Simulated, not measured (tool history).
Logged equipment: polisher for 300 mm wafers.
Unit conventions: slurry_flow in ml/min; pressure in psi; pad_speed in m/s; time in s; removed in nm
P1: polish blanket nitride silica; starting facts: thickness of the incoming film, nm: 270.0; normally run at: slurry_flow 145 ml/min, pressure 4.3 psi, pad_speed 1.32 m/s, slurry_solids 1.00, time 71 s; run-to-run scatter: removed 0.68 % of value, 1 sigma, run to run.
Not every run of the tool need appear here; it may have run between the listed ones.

| run | hour | slurry_flow | pressure | pad_speed | slurry_solids | time | wafers polished on this pad | hours since the slurry nozzle was cleaned | hours since the head pressure was calibrated | hours since the slurry blender was calibrated | hours since the conditioning disc was replaced | removed |
|---|---|---|---|---|---|---|---|---|---|---|---|---|
| 1 | 12.1 | 145 | 4.3 | 1.32 | 1.00 | 71 | 699 | 221.5 | 292.9 | 87.8 | 260.7 | 61.833 |
| 2 | 25.5 | 145 | 4.3 | 1.32 | 1.00 | 104 | 873 | 234.9 | 306.3 | 101.2 | 274.1 | 89.943 |
| 3 | 35.4 | 145 | 3.0 | 1.32 | 1.00 | 71 | 1002 | 244.8 | 316.2 | 111.1 | 284.0 | 43.479 |
| 4 | 42.7 | 145 | 4.3 | 1.32 | 1.00 | 71 | 1097 | 252.1 | 323.5 | 118.4 | 291.3 | 62.421 |
| 5 | 54.5 | 145 | 4.3 | 1.32 | 1.00 | 71 | 1250 | 263.9 | 335.3 | 130.2 | 303.1 | 62.432 |
| 6 | 62.6 | 145 | 4.3 | 1.32 | 0.60 | 71 | 1355 | 272.0 | 343.4 | 138.3 | 311.2 | 47.247 |
| 7 | 70.9 | 85 | 4.3 | 1.32 | 1.00 | 71 | 1463 | 280.3 | 351.7 | 146.6 | 319.5 | 54.905 |
|  | 72.4 | conditioning disc replaced and pad reconditioned |
| 8 | 85.0 | 85 | 2.1 | 1.32 | 1.00 | 71 | 1647 | 294.4 | 365.8 | 160.7 | 12.7 | 26.408 |
| 9 | 97.5 | 145 | 4.3 | 0.60 | 1.00 | 71 | 1809 | 306.9 | 378.3 | 173.2 | 25.2 | 32.894 |
|  | 104.1 | slurry nozzle cleaned |
| 10 | 105.9 | 205 | 4.3 | 1.32 | 1.00 | 71 | 1919 | 1.9 | 386.7 | 181.6 | 33.6 | 64.883 |
| 11 | 119.9 | 145 | 4.3 | 1.32 | 1.00 | 71 | 2101 | 15.9 | 400.7 | 195.6 | 47.6 | 61.222 |
| 12 | 129.5 | 145 | 4.3 | 1.32 | 1.45 | 71 | 2226 | 25.5 | 410.3 | 205.2 | 57.2 | 71.506 |
| 13 | 143.1 | 145 | 6.3 | 1.32 | 1.00 | 71 | 2402 | 39.1 | 423.9 | 218.8 | 70.8 | 90.065 |
| 14 | 155.7 | 145 | 4.3 | 1.98 | 1.00 | 71 | 2566 | 51.7 | 436.5 | 231.4 | 83.4 | 86.504 |

Run 15, settings as shown, results not yet in. Your forecast:
| 15 | 165.4 | 145 | 4.3 | 1.32 | 1.00 | 71 | 2692 | 61.4 | 446.2 | 241.1 | 93.1 | ? |

removed: 60.899 nm
